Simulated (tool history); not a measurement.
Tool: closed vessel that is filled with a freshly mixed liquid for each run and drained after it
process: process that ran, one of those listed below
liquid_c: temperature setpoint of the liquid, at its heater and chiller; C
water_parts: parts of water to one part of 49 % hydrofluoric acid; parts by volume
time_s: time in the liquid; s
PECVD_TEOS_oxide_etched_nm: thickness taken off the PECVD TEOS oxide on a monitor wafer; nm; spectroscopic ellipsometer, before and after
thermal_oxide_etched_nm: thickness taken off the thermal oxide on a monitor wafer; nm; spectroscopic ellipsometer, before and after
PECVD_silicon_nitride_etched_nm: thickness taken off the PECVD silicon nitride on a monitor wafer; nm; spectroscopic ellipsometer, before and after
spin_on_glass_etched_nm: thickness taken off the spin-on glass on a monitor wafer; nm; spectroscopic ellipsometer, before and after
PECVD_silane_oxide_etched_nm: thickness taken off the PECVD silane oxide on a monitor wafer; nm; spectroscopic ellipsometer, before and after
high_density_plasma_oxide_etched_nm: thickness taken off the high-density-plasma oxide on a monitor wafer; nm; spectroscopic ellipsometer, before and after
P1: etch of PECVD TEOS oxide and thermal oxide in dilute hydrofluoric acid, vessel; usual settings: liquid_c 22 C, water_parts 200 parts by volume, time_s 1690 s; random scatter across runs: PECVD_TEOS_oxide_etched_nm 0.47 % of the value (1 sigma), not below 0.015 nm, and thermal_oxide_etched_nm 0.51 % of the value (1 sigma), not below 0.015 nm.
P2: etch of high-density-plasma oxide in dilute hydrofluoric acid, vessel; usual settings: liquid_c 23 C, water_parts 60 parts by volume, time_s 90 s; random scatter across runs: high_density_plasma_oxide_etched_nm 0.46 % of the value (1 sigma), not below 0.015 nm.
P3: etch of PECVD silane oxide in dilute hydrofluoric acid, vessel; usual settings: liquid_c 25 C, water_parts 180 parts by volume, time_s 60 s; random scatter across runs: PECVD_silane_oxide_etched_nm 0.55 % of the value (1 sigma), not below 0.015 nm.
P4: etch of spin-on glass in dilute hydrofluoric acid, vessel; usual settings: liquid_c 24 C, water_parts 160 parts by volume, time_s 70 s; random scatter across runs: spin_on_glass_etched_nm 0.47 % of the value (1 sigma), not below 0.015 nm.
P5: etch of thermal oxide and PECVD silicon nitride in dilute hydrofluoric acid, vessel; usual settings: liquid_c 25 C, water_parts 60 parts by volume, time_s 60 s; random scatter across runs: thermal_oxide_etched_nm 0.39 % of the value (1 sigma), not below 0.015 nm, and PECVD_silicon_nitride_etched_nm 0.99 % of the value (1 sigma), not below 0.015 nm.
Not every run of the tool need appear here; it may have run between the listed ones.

run	hour	process	liquid_c	water_parts	time_s	hours since the thermometer was replaced	hours since the hydrofluoric acid flow meter was replaced	PECVD_TEOS_oxide_etched_nm	thermal_oxide_etched_nm	PECVD_silicon_nitride_etched_nm	spin_on_glass_etched_nm	PECVD_silane_oxide_etched_nm	high_density_plasma_oxide_etched_nm
1	14.2	P1	22	200	1690	1023.8	956.7	60.435	32.571				
2	29.1	P1	27	200	3140	1038.7	971.6	135.05	72.579				
3	42.1	P5	25	60	115	1051.7	984.6		10.508	4.9011			
4	51.2	P5	18	60	60	1060.8	993.7		4.0661	1.6247			
5	67.3	P1	28	200	1690	1076.9	1009.8	75.247	40.205				
6	79.2	P4	24	160	35	1088.8	1021.7				9.4037		
7	87.5	P4	24	290	70	1097.1	1030				8.9829		
8	95.3	P3	25	180	60	1104.9	1037.8					12.461	
9	109.6	P2	23	60	90	1119.2	1052.1						9.1199
10	126.6	P1	22	200	1690	1136.2	1069.1	60.233	32.195				
11	141.8	P2	29.5	60	90	1151.4	1084.3						11.737
12	156.1	P1	22	200	310	1165.7	1098.6	11.031	5.9532				
13	170.8	P1	22	200	1690	1180.4	1113.3	60.713	32.391				
14	185.7	P1	22	350	1690	1195.3	1128.2	29.859	16.159				
15	200.3	P3	25	45	60	1209.9	1142.8					58.354	
16	215.3	P2	23	100	90	1224.9	1157.8						5.2266
17	230.1	P4	24	160	70	1239.7	1172.6				18.694		
# hour 234.3: thermometer replaced
18	244.1	P2	23	60	30	9.8	1186.6						3.02
19	257.1	P1	22	200	2945	22.8	1199.6	105.77	56.559				
20	266.1	P3	25	180	115	31.8	1208.6					23.525	
21	277.8	P5	25	20	60	43.5	1220.3		17.372	7.5154			
22	288.6	P2	23	60	90	54.3	1231.1						9.189
23	297.8	P1	22	200	1690	63.5	1240.3	60.402	32.469				
24	313.3	P1	22	80	1690	79	1255.8	173.22	92.798				
25	326.2	P5	25	60	60	91.9	1268.7		5.5013	2.605			
26	337.3	P4	17	160	70	103	1279.8				14.189		
27	354	P1	18	200	1690	119.7	1296.5	51.882	27.7				
28	362.9	P3	31.5	180	60	128.6	1305.4					15.683	
29	371.1	P3	25	180	60	136.8	1313.6					12.456	
30	385.3	P1	22	200	1690	151	1327.8	60.367	32.369				
31	395.9	P1	22	200	1690	161.6	1338.4	60.084	32.552				
32	410.3	P1	22	200	1690	176	1352.8	63.651	34.091				
33	421.6	P1	22	200	1690	187.3	1364.1	64.68	34.897				
34	434.1	P1	22	200	1690	199.8	1376.6	65.289	35.004				
35	442.3	P1	22	200	1690	208	1384.8	66.03	35.365				
36	453.9	P1	22	200	1690	219.6	1396.4	66.223	35.388				
37	470.1	P1	22	200	1690	235.8	1412.6	66.182	35.306				

P1 has crept away from where it was. The log is fitted equally well by each of these 2 causes, at the sizes shown:
A: liquid hotter than its thermometer reads (K) = 2.42
B: hydrofluoric acid flow above the setpoint (%) = 7.78
The gradual shift began around hour 395.9.

Below are 4 check runs, each on a single wafer, with their results shown as question marks. Which of them would tell the listed causes apart, meaning the causes would give clearly different results under it?
check 1	486.3	P3	28	180	60							?	
check 2	486.3	P2	26.5	60	30								?
check 3	486.3	P5	25	20	105				?	?			
check 4	486.3	P4	19.5	210	70						?		

If the cause were each of the candidates in turn, the checks would give the following:
check	result	if A	if B
check 1	PECVD_silane_oxide_etched_nm	15.16	15.236
check 2	high_density_plasma_oxide_etched_nm	3.8633	3.8061
check 3	thermal_oxide_etched_nm	33.637	32.845
check 3	PECVD_silicon_nitride_etched_nm	15.501	14.135
check 4	spin_on_glass_etched_nm	12.53	12.498
Separation of the two closest causes in each check, using whichever result separates them best: check 1 0.5 %; check 2 1.49 %; check 3 9.22 %; check 4 0.26 %
The causes can be told apart only by check 3. The other checks would give nearly the same results under each of them.

Running check 3 produced the following: thermal_oxide_etched_nm 32.673 nm; PECVD_silicon_nitride_etched_nm 14.011 nm. Which one of the listed causes fits?

Of the candidate causes, it is B: hydrofluoric acid flow above the setpoint (%).

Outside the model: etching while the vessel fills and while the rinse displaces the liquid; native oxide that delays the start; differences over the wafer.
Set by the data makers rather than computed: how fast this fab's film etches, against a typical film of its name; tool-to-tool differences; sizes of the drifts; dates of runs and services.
